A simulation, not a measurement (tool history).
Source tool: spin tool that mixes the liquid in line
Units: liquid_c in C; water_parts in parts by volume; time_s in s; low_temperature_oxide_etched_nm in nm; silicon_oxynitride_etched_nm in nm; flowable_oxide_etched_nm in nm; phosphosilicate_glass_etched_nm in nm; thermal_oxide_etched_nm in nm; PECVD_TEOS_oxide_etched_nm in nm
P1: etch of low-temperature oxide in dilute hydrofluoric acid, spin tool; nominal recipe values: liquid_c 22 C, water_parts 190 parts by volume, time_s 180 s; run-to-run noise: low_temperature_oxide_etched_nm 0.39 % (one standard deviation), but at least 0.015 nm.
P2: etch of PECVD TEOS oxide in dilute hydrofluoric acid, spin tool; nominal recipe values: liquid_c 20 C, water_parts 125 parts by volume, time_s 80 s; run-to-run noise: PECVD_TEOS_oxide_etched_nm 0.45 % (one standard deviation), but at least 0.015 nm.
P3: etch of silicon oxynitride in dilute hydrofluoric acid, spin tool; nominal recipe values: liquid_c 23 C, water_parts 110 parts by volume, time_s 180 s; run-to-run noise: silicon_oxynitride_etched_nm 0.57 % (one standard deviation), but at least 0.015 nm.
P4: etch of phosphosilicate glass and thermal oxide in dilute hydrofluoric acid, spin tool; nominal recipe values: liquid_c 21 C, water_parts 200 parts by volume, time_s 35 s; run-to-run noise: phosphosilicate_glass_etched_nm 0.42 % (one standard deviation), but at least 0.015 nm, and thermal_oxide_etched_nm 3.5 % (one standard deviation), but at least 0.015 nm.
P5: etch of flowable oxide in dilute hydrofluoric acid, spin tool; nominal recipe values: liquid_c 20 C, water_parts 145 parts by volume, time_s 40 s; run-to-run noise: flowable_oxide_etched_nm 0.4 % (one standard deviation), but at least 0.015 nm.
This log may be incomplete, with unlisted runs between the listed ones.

run	day	process	liquid_c	water_parts	time_s	low_temperature_oxide_etched_nm	silicon_oxynitride_etched_nm	flowable_oxide_etched_nm	phosphosilicate_glass_etched_nm	thermal_oxide_etched_nm	PECVD_TEOS_oxide_etched_nm
1	0.404	P1	22	190	180	11.916					
2	0.758	P3	23	110	325		6.7458				
3	1.038	P1	27	190	180	14.259					
4	1.433	P5	20	145	40			6.7804			
5	1.892	P5	20	145	15			2.5575			
6	2.279	P1	22	300	180	6.7788					
7	2.592	P4	21	200	35				17.262	0.60844	
8	2.867	P3	18	110	180		2.9255				
9	3.108	P4	21	200	70				34.996	1.2116	
10	3.475	P2	20	125	80						4.6429
11	3.771	P3	23	110	180		3.7436				
12	4.017	P1	22	190	180	11.867					
13	4.354	P4	21	200	35				17.408	0.57113	
14	4.6	P1	22	190	335	22.148					
15	4.983	P4	17	200	35				14.882	0.51393	
16	5.288	P5	27.5	145	40			9.0518			
17	5.583	P2	20	210	80						2.522
18	5.979	P1	22	50	180	53.197					
19	6.446	P1	22	190	180	11.846					
20	6.829	P4	21	60	35				67.333	2.3399	
21	7.142	P1	18	190	180	10.159					
22	7.408	P1	22	190	180	11.85					
23	7.621	P2	28	125	80						6.3555
24	7.825	P1	22	190	180	11.896					
25	8.196	P2	20	125	165						9.5221
26	8.471	P1	22	190	15	1					
27	8.696	P2	20	125	80						4.6424
28	9.104	P5	20	55	40			19.906			
29	9.517	P3	23	20	180		21.798				
30	9.879	P1	17.5	325	180	5.1802					
31	10.254	P1	22	190	180	11.882					
32	10.558	P1	22	190	180	12.151					
33	10.9	P1	22	190	180	12.281					
34	11.121	P1	22	190	180	12.333					
35	11.379	P1	22	190	180	12.464					
36	11.596	P1	22	190	180	12.515					
37	11.95	P1	22	190	180	12.52					
38	12.254	P1	22	190	180	12.576					
39	12.583	P1	22	190	180	12.622					
40	12.838	P1	22	190	180	12.741					
41	13.242	P1	22	190	180	12.706					
42	13.575	P1	22	190	180	12.757					

What P1 gives has crept off from where it sat before. The 2 causes that follow fit the log equally well, each at the size noted:
A: liquid hotter than its thermometer reads (K) = 1.71
B: hydrofluoric acid flow above the setpoint (%) = 5.54
Creep in the process output first set in at about day 10.254.

Which of the 4 check runs listed below, each an average over 2 wafers with its results shown as question marks, gives clearly different results under the different listed causes?
check 1	13.908	P2	27.5	125	140						?
check 2	13.908	P4	17	200	65				?	?	
check 3	13.908	P3	23	30	180		?				
check 4	13.908	P5	25	145	15			?			

Expected result of each check under each candidate cause:
check	result	if A	if B
check 1	PECVD_TEOS_oxide_etched_nm	11.597	11.58
check 2	phosphosilicate_glass_etched_nm	29.644	29.526
check 2	thermal_oxide_etched_nm	1.0297	1.0256
check 3	silicon_oxynitride_etched_nm	15.922	15.451
check 4	flowable_oxide_etched_nm	3.3013	3.2965
Separation of the two closest causes in each check, using whichever result separates them best: check 1 0.14 %; check 2 0.4 %; check 3 3 %; check 4 0.15 %
Of the check runs offered, only check 3 discriminates between the causes; the rest would read about the same regardless of which cause applies.

Check 3 was then run and gave: silicon_oxynitride_etched_nm 15.986 nm. Which cause is it?

Of the candidate causes, it is A: liquid hotter than its thermometer reads (K).
